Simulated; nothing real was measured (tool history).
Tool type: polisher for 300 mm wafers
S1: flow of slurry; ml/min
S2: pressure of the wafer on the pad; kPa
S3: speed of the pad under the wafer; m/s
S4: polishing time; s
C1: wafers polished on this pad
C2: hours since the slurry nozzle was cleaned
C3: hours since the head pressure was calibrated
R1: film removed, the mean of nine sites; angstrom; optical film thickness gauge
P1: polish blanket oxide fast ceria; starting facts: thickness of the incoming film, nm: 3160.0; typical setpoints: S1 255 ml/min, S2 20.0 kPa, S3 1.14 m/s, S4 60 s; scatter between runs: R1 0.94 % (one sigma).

run	day	S1	S2	S3	S4	C1	C2	C3	R1
1	0.562	255	20.0	1.14	60	864	499.9	284.7	11730.0
2	1.058	255	20.0	1.14	60	990	511.8	296.6	11520.0
3	1.371	255	20.0	1.14	60	1069	519.3	304.1	11627.0
4	2.038	255	11.0	1.14	60	1238	535.3	320.1	6569.1
5	2.692	255	26.9	1.14	60	1404	551.0	335.8	15690.0
# day 2.871: slurry nozzle cleaned
6	3.275	255	20.0	1.14	30	1551	9.7	349.8	5998.3
7	3.583	255	20.0	1.78	60	1629	17.1	357.2	18405.0
8	4.183	255	20.0	1.14	60	1781	31.5	371.6	11708.0
9	4.554	255	20.0	1.14	60	1875	40.4	380.5	11642.0
10	5.183	255	20.0	1.14	76	2034	55.5	395.6	14817.0
11	5.838	155	26.9	1.14	60	2200	71.2	411.3	14924.0
12	6.346	255	20.0	1.14	60	2329	83.4	423.5	11826.0
13	6.892	255	20.0	0.52	60	2467	96.5	436.6	5424.3
14	7.367	155	20.0	1.14	60	2587	107.9	448.0	10878.0
15	7.808	345	20.0	1.14	60	2699	118.5	458.6	12175.0
16	8.317	255	20.0	1.14	60	2828	130.7	470.8	12017.0
17	8.650	255	20.0	1.14	60	2912	138.7	478.8	11599.0
18	9.246	255	20.0	1.14	60	3063	153.0	493.1	11432.0
19	9.908	255	20.0	1.14	60	3231	168.9	509.0	10993.0
20	10.242	255	20.0	1.14	60	3315	176.9	517.0	11093.0
# day 10.625: head pressure recalibrated
21	10.738	255	20.0	1.14	60	3441	188.8	2.8	11213.0
22	11.212	255	20.0	1.14	60	3561	200.2	14.2	11006.0

Predict the results of run 23:
23	11.533	255	20.0	1.14	60	3643	207.9	21.9	?

{"run 23": {"R1": 11105.0}}
